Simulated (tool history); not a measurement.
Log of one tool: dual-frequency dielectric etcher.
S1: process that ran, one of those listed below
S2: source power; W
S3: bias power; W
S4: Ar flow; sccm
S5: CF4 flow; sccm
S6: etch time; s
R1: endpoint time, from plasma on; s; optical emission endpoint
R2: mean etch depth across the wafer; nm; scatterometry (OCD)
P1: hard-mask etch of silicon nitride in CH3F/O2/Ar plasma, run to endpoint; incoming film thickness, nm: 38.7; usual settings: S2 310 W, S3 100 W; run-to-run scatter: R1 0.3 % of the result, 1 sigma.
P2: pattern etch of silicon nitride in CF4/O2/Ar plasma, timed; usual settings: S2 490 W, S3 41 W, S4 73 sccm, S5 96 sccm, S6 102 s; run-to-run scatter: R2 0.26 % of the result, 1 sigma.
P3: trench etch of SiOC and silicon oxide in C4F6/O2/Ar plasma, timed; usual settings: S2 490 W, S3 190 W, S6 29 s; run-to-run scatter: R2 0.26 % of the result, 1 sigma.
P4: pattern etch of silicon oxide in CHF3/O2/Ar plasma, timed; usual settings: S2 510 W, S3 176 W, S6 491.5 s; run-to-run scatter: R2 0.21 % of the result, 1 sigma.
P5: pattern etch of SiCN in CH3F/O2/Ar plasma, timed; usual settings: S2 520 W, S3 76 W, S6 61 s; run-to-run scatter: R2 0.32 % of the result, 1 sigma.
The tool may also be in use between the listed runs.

{"run": 1, "day": 0.446, "S1": "P1", "S2": 310, "S3": 100, "R1": 52.983}
{"run": 2, "day": 1.183, "S1": "P2", "S2": 490, "S3": 41, "S4": 73, "S5": 96, "S6": 130.5, "R2": 241.07}
{"run": 3, "day": 1.929, "S1": "P3", "S2": 590, "S3": 190, "S6": 29, "R2": 68.936}
{"run": 4, "day": 2.683, "S1": "P2", "S2": 490, "S3": 41, "S4": 73, "S5": 96, "S6": 102, "R2": 188.48}
{"run": 5, "day": 3.071, "S1": "P1", "S2": 310, "S3": 100, "R1": 53.341}
{"run": 6, "day": 3.825, "S1": "P3", "S2": 490, "S3": 190, "S6": 35, "R2": 77.314}
{"run": 7, "day": 4.383, "S1": "P4", "S2": 510, "S3": 176, "S6": 491.5, "R2": 889.81}
{"run": 8, "day": 4.938, "S1": "P2", "S2": 490, "S3": 52, "S4": 73, "S5": 96, "S6": 102, "R2": 204.89}
{"run": 9, "day": 5.379, "S1": "P1", "S2": 310, "S3": 81, "R1": 57.511}
{"run": 10, "day": 6.025, "S1": "P5", "S2": 520, "S3": 76, "S6": 33.5, "R2": 13.582}
{"run": 11, "day": 6.375, "S1": "P3", "S2": 490, "S3": 190, "S6": 29, "R2": 63.912}
{"run": 12, "day": 7.0, "S1": "P4", "S2": 510, "S3": 176, "S6": 643, "R2": 1167.5}
{"run": 13, "day": 7.721, "S1": "P2", "S2": 490, "S3": 41, "S4": 73, "S5": 96, "S6": 102, "R2": 188.43}
{"run": 14, "day": 8.142, "S1": "P1", "S2": 180, "S3": 100, "R1": 64.836}
{"run": 15, "day": 8.675, "S1": "P4", "S2": 610, "S3": 176, "S6": 491.5, "R2": 955.3}
{"run": 16, "day": 9.288, "S1": "P4", "S2": 510, "S3": 226, "S6": 491.5, "R2": 972.55}
{"run": 17, "day": 9.688, "S1": "P1", "S2": 390, "S3": 100, "R1": 48.857}
{"run": 18, "day": 10.442, "S1": "P5", "S2": 520, "S3": 93, "S6": 61, "R2": 26.606}
{"run": 19, "day": 11.104, "S1": "P1", "S2": 310, "S3": 126, "R1": 48.68}
{"run": 20, "day": 11.7, "S1": "P1", "S2": 250, "S3": 123, "R1": 53.245}
{"run": 21, "day": 12.05, "S1": "P5", "S2": 520, "S3": 76, "S6": 61, "R2": 24.685}
{"run": 22, "day": 12.821, "S1": "P5", "S2": 390, "S3": 76, "S6": 61, "R2": 22.181}
{"run": 23, "day": 13.192, "S1": "P1", "S2": 310, "S3": 100, "R1": 52.826}
{"run": 24, "day": 13.775, "S1": "P2", "S2": 320, "S3": 41, "S4": 73, "S5": 96, "S6": 102, "R2": 129.12}
{"run": 25, "day": 14.158, "S1": "P2", "S2": 490, "S3": 41, "S4": 73, "S5": 60, "S6": 102, "R2": 176.44}
{"run": 26, "day": 14.867, "S1": "P4", "S2": 510, "S3": 176, "S6": 491.5, "R2": 886.84}
{"run": 27, "day": 15.296, "S1": "P3", "S2": 490, "S3": 225, "S6": 29, "R2": 67.642}
{"run": 28, "day": 15.812, "S1": "P1", "S2": 310, "S3": 100, "R1": 52.996}
{"run": 29, "day": 16.296, "S1": "P1", "S2": 410, "S3": 116, "R1": 45.579}
{"run": 30, "day": 16.779, "S1": "P2", "S2": 490, "S3": 41, "S4": 52, "S5": 96, "S6": 102, "R2": 195.65}
{"run": 31, "day": 17.142, "S1": "P1", "S2": 310, "S3": 100, "R1": 53.07}
{"run": 32, "day": 17.9, "S1": "P1", "S2": 310, "S3": 100, "R1": 52.884}
{"run": 33, "day": 18.367, "S1": "P1", "S2": 310, "S3": 100, "R1": 52.822}
{"run": 34, "day": 19.117, "S1": "P1", "S2": 310, "S3": 100, "R1": 52.562}
{"run": 35, "day": 19.592, "S1": "P1", "S2": 310, "S3": 100, "R1": 52.312}
{"day": 19.971, "done": "wet clean of the chamber"}
{"run": 36, "day": 20.183, "S1": "P1", "S2": 310, "S3": 100, "R1": 52.629}
{"run": 37, "day": 20.558, "S1": "P1", "S2": 310, "S3": 100, "R1": 52.373}
{"run": 38, "day": 21.033, "S1": "P1", "S2": 310, "S3": 100, "R1": 52.746}
{"run": 39, "day": 21.767, "S1": "P1", "S2": 310, "S3": 100, "R1": 52.275}
{"run": 40, "day": 22.542, "S1": "P1", "S2": 310, "S3": 100, "R1": 52.308}

What P1 gives has crept away from where it was. These 2 causes fit the log equally well, each at the size given:
A: bias power that arrives over what is set, % = 4.12
B: source power that arrives over what is set, % = 4.16
The creep began at about day 17.9.
Why every other cause is out:
chamber walls in a state that raises the etch rate, %: serviced at day 19.971, which brought nothing back

4 check runs are offered, one wafer each, their results left as question marks. Which one tells the causes apart?
{"run": "check 1", "day": 23.317, "S1": "P3", "S2": 490, "S3": 190, "S6": 29, "R2": "?"}
{"run": "check 2", "day": 23.317, "S1": "P4", "S2": 510, "S3": 176, "S6": 491.5, "R2": "?"}
{"run": "check 3", "day": 23.317, "S1": "P2", "S2": 490, "S3": 41, "S4": 73, "S5": 96, "S6": 102, "R2": "?"}
{"run": "check 4", "day": 23.317, "S1": "P5", "S2": 520, "S3": 76, "S6": 61, "R2": "?"}

What each check would give under each cause:
check=check_1 result=R2 if_A=64.836 if_B=65.037
check=check_2 result=R2 if_A=902.06 if_B=903.72
check=check_3 result=R2 if_A=190.75 if_B=194.96
check=check_4 result=R2 if_A=25.097 if_B=25.126
How far apart the two closest causes lie, in the result that separates them most: check 1 0.31 %; check 2 0.18 %; check 3 2.18 %; check 4 0.12 %
Only check 3 tells the causes apart: in the others they would give nearly the same result.

Then check 3 was run and gave: R2 191.79 nm. Which cause is it?

It is A: bias power that arrives over what is set, %.
